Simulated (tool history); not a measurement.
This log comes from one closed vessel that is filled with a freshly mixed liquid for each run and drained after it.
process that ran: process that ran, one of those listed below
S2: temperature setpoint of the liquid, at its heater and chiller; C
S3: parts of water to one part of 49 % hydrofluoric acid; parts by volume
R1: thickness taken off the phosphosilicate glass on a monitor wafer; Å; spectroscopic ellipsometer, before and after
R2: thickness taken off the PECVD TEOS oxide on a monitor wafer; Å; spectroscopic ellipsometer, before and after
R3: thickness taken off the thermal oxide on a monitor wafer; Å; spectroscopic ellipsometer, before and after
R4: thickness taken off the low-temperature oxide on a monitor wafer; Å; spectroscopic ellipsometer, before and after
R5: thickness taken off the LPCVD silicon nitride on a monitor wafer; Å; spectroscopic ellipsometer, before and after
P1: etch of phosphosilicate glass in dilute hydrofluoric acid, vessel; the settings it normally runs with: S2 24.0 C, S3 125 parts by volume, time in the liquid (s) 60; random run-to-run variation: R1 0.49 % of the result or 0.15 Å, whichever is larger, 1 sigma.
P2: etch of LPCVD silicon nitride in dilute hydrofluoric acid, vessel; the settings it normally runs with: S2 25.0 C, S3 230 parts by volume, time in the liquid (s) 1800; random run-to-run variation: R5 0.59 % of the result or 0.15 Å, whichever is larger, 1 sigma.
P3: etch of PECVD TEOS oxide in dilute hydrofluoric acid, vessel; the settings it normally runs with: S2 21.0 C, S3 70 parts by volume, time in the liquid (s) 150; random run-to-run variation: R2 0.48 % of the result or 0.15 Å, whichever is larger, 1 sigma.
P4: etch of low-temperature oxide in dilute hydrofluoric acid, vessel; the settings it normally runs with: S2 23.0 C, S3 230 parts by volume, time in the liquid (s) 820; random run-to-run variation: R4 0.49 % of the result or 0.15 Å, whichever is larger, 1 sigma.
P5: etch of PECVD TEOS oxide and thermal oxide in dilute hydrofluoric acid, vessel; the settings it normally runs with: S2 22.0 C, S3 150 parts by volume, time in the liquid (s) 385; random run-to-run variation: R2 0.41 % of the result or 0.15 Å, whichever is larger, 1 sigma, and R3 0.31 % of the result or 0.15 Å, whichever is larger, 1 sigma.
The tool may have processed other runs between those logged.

{"run": 1, "hour": 3.2, "process that ran": "P1", "S2": 24.0, "S3": 125, "time in the liquid (s)": 60, "R1": 452.99}
{"run": 2, "hour": 5.2, "process that ran": "P1", "S2": 24.0, "S3": 180, "time in the liquid (s)": 60, "R1": 292.65}
{"run": 3, "hour": 9.3, "process that ran": "P3", "S2": 21.0, "S3": 70, "time in the liquid (s)": 150, "R2": 288.03}
{"run": 4, "hour": 11.8, "process that ran": "P5", "S2": 22.0, "S3": 150, "time in the liquid (s)": 145, "R2": 197.2, "R3": 40.595}
{"run": 5, "hour": 13.8, "process that ran": "P5", "S2": 28.0, "S3": 150, "time in the liquid (s)": 385, "R2": 650.42, "R3": 136.22}
{"run": 6, "hour": 17.1, "process that ran": "P1", "S2": 24.0, "S3": 125, "time in the liquid (s)": 60, "R1": 448.66}
{"run": 7, "hour": 20.5, "process that ran": "P4", "S2": 23.0, "S3": 135, "time in the liquid (s)": 820, "R4": 896.93}
{"run": 8, "hour": 23.8, "process that ran": "P1", "S2": 24.0, "S3": 125, "time in the liquid (s)": 60, "R1": 448.24}
{"run": 9, "hour": 26.9, "process that ran": "P3", "S2": 21.0, "S3": 70, "time in the liquid (s)": 80, "R2": 152.57}
{"run": 10, "hour": 29.1, "process that ran": "P4", "S2": 23.0, "S3": 230, "time in the liquid (s)": 820, "R4": 477.25}
{"run": 11, "hour": 33.7, "process that ran": "P1", "S2": 32.0, "S3": 125, "time in the liquid (s)": 60, "R1": 601.7}
{"run": 12, "hour": 37.4, "process that ran": "P5", "S2": 22.0, "S3": 150, "time in the liquid (s)": 385, "R2": 518.22, "R3": 108.61}
{"run": 13, "hour": 40.9, "process that ran": "P4", "S2": 23.0, "S3": 230, "time in the liquid (s)": 820, "R4": 471.56}
{"run": 14, "hour": 43.3, "process that ran": "P1", "S2": 24.0, "S3": 125, "time in the liquid (s)": 85, "R1": 632.77}
{"run": 15, "hour": 46.1, "process that ran": "P2", "S2": 25.0, "S3": 425, "time in the liquid (s)": 1800, "R5": 20.475}
{"run": 16, "hour": 49.0, "process that ran": "P4", "S2": 23.0, "S3": 230, "time in the liquid (s)": 410, "R4": 238.02}
{"run": 17, "hour": 53.0, "process that ran": "P4", "S2": 17.0, "S3": 230, "time in the liquid (s)": 820, "R4": 377.81}
{"run": 18, "hour": 55.9, "process that ran": "P2", "S2": 25.0, "S3": 230, "time in the liquid (s)": 1800, "R5": 38.456}
{"run": 19, "hour": 59.4, "process that ran": "P1", "S2": 24.0, "S3": 65, "time in the liquid (s)": 60, "R1": 929.66}
{"run": 20, "hour": 63.2, "process that ran": "P3", "S2": 29.0, "S3": 70, "time in the liquid (s)": 150, "R2": 397.05}
{"run": 21, "hour": 66.1, "process that ran": "P1", "S2": 24.0, "S3": 125, "time in the liquid (s)": 30, "R1": 224.6}
{"run": 22, "hour": 69.6, "process that ran": "P1", "S2": 24.0, "S3": 125, "time in the liquid (s)": 60, "R1": 451.61}
{"run": 23, "hour": 72.4, "process that ran": "P1", "S2": 24.0, "S3": 125, "time in the liquid (s)": 60, "R1": 448.28}
{"run": 24, "hour": 75.7, "process that ran": "P1", "S2": 24.0, "S3": 125, "time in the liquid (s)": 60, "R1": 446.49}
{"run": 25, "hour": 80.3, "process that ran": "P1", "S2": 17.5, "S3": 125, "time in the liquid (s)": 60, "R1": 344.44}
{"run": 26, "hour": 82.4, "process that ran": "P2", "S2": 25.0, "S3": 230, "time in the liquid (s)": 1800, "R5": 37.994}
{"run": 27, "hour": 85.8, "process that ran": "P1", "S2": 17.0, "S3": 125, "time in the liquid (s)": 30, "R1": 170.06}
{"run": 28, "hour": 89.0, "process that ran": "P1", "S2": 24.0, "S3": 125, "time in the liquid (s)": 60, "R1": 447.91}
{"run": 29, "hour": 92.2, "process that ran": "P2", "S2": 29.5, "S3": 230, "time in the liquid (s)": 1800, "R5": 49.846}
{"hour": 93.1, "done": "thermometer replaced"}
{"run": 30, "hour": 96.1, "process that ran": "P5", "S2": 22.0, "S3": 255, "time in the liquid (s)": 385, "R2": 273.91, "R3": 57.01}
{"run": 31, "hour": 98.6, "process that ran": "P2", "S2": 25.0, "S3": 230, "time in the liquid (s)": 3400, "R5": 72.94}
{"run": 32, "hour": 102.9, "process that ran": "P3", "S2": 21.0, "S3": 40, "time in the liquid (s)": 150, "R2": 521.07}
{"run": 33, "hour": 105.4, "process that ran": "P3", "S2": 21.0, "S3": 70, "time in the liquid (s)": 150, "R2": 288.35}
{"run": 34, "hour": 107.5, "process that ran": "P1", "S2": 24.0, "S3": 125, "time in the liquid (s)": 60, "R1": 449.29}
{"run": 35, "hour": 111.7, "process that ran": "P1", "S2": 24.0, "S3": 125, "time in the liquid (s)": 60, "R1": 436.55}
{"run": 36, "hour": 116.0, "process that ran": "P1", "S2": 24.0, "S3": 125, "time in the liquid (s)": 60, "R1": 428.83}
{"run": 37, "hour": 118.5, "process that ran": "P1", "S2": 24.0, "S3": 125, "time in the liquid (s)": 60, "R1": 425.85}
{"run": 38, "hour": 121.1, "process that ran": "P1", "S2": 24.0, "S3": 125, "time in the liquid (s)": 60, "R1": 424.37}
{"run": 39, "hour": 123.6, "process that ran": "P1", "S2": 24.0, "S3": 125, "time in the liquid (s)": 60, "R1": 423.17}
{"run": 40, "hour": 127.5, "process that ran": "P1", "S2": 24.0, "S3": 125, "time in the liquid (s)": 60, "R1": 422.85}

The output of P1 has drifted from where it used to be. Each of the 2 causes below, taken at the size shown beside it, accounts for the log equally well:
A: liquid colder than its thermometer reads (K) = 1.6
B: hydrofluoric acid flow below the setpoint (%) = 5.28
The creep began at about hour 107.5.

The list below offers 4 check runs, each averaging the results of 3 wafers, and shows each result as a question mark. For which of them would the listed causes give clearly different results?
{"run": "check 1", "hour": 131.4, "process that ran": "P5", "S2": 26.0, "S3": 150, "time in the liquid (s)": 235, "R2": "?", "R3": "?"}
{"run": "check 2", "hour": 131.4, "process that ran": "P3", "S2": 27.0, "S3": 70, "time in the liquid (s)": 150, "R2": "?"}
{"run": "check 3", "hour": 131.4, "process that ran": "P4", "S2": 23.0, "S3": 155, "time in the liquid (s)": 820, "R4": "?"}
{"run": "check 4", "hour": 131.4, "process that ran": "P2", "S2": 25.0, "S3": 380, "time in the liquid (s)": 1800, "R5": "?"}

Expected result of each check under each candidate cause:
check=check_1 result=R2 if_A=347.70 if_B=346.39
check=check_1 result=R3 if_A=72.332 if_B=72.061
check=check_2 result=R2 if_A=344.62 if_B=346.02
check=check_3 result=R4 if_A=718.74 if_B=717.53
check=check_4 result=R5 if_A=21.046 if_B=21.924
Minimum pairwise separation of causes per check, each pair taken at its best-separating result: check 1 0.38 %; check 2 0.4 %; check 3 0.17 %; check 4 4.09 %
The other checks would show nearly matching results whichever cause is true, so check 4 is the only one that separates the causes.

Check 4 was then run and gave: R5 21.865 Å. Which cause is it?

It is B: hydrofluoric acid flow below the setpoint (%).

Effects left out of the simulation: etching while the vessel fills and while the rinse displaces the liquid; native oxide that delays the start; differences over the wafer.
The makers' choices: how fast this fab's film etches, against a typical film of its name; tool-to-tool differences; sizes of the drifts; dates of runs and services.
